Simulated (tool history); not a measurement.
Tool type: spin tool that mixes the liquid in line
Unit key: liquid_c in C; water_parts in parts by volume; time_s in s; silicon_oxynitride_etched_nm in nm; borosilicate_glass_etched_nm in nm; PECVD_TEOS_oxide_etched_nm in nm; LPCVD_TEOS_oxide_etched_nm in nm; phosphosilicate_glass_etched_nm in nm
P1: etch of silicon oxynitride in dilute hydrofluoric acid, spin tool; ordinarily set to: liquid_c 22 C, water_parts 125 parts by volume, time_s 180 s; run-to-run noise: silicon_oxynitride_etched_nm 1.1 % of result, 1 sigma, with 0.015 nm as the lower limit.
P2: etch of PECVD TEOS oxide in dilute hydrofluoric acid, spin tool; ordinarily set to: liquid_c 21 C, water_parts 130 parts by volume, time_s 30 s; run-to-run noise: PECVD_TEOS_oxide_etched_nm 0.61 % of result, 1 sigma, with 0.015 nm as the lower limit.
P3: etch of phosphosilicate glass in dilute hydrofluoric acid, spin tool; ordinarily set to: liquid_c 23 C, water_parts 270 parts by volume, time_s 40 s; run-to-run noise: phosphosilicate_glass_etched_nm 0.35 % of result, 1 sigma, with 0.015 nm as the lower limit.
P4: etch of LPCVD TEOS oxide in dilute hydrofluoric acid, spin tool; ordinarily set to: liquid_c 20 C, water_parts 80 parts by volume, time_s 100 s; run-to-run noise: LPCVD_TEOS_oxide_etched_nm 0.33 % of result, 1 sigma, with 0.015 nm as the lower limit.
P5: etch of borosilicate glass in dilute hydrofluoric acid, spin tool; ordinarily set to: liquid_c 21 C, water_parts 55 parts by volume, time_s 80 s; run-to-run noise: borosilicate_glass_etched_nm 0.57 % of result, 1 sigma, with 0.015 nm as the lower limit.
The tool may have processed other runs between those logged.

| run | hour | process | liquid_c | water_parts | time_s | silicon_oxynitride_etched_nm | borosilicate_glass_etched_nm | PECVD_TEOS_oxide_etched_nm | LPCVD_TEOS_oxide_etched_nm | phosphosilicate_glass_etched_nm |
|---|---|---|---|---|---|---|---|---|---|---|
| 1 | 11.5 | P1 | 22 | 125 | 180 | 2.4561 |  |  |  |  |
| 2 | 20.6 | P5 | 17 | 55 | 80 |  | 32.548 |  |  |  |
| 3 | 26.5 | P2 | 21 | 185 | 30 |  |  | 3.4035 |  |  |
| 4 | 36.3 | P5 | 21 | 55 | 25 |  | 12.102 |  |  |  |
| 5 | 47.5 | P4 | 20 | 30 | 100 |  |  |  | 67.412 |  |
| 6 | 53.8 | P1 | 22 | 125 | 180 | 2.4116 |  |  |  |  |
| 7 | 62.6 | P1 | 17 | 125 | 180 | 1.9111 |  |  |  |  |
| 8 | 72.7 | P2 | 21 | 130 | 15 |  |  | 2.5337 |  |  |
| 9 | 78.1 | P1 | 22 | 125 | 180 | 2.4452 |  |  |  |  |
| 10 | 84.2 | P1 | 22 | 125 | 180 | 2.4376 |  |  |  |  |
| 11 | 94.6 | P2 | 21 | 130 | 30 |  |  | 5.1495 |  |  |
| 12 | 105.8 | P5 | 21 | 55 | 80 |  | 38.532 |  |  |  |
| 13 | 115.3 | P3 | 23 | 270 | 70 |  |  |  |  | 22.511 |
| 14 | 121.9 | P3 | 23 | 270 | 40 |  |  |  |  | 12.853 |
| 15 | 127.6 | P1 | 22 | 225 | 180 | 1.2687 |  |  |  |  |
| 16 | 135.7 | P2 | 17 | 130 | 30 |  |  | 4.4176 |  |  |
| 17 | 144.5 | P1 | 22 | 125 | 85 | 1.1578 |  |  |  |  |
| 18 | 154.2 | P1 | 17 | 50 | 180 | 4.9329 |  |  |  |  |
| 19 | 163.7 | P1 | 22 | 125 | 280 | 3.8813 |  |  |  |  |
| 20 | 173.6 | P1 | 17 | 125 | 320 | 3.4073 |  |  |  |  |
| 21 | 181.7 | P4 | 20 | 80 | 100 |  |  |  | 23.784 |  |
| 22 | 187.7 | P3 | 23 | 450 | 40 |  |  |  |  | 6.5087 |
| 23 | 197.5 | P2 | 21 | 130 | 30 |  |  | 5.1379 |  |  |
| 24 | 204.6 | P4 | 17 | 80 | 100 |  |  |  | 20.93 |  |

Predict the results of run 25:
| 25 | 213.9 | P4 | 20 | 80 | 100 |  |  |  | ? |  |

LPCVD_TEOS_oxide_etched_nm: 23.909 nm
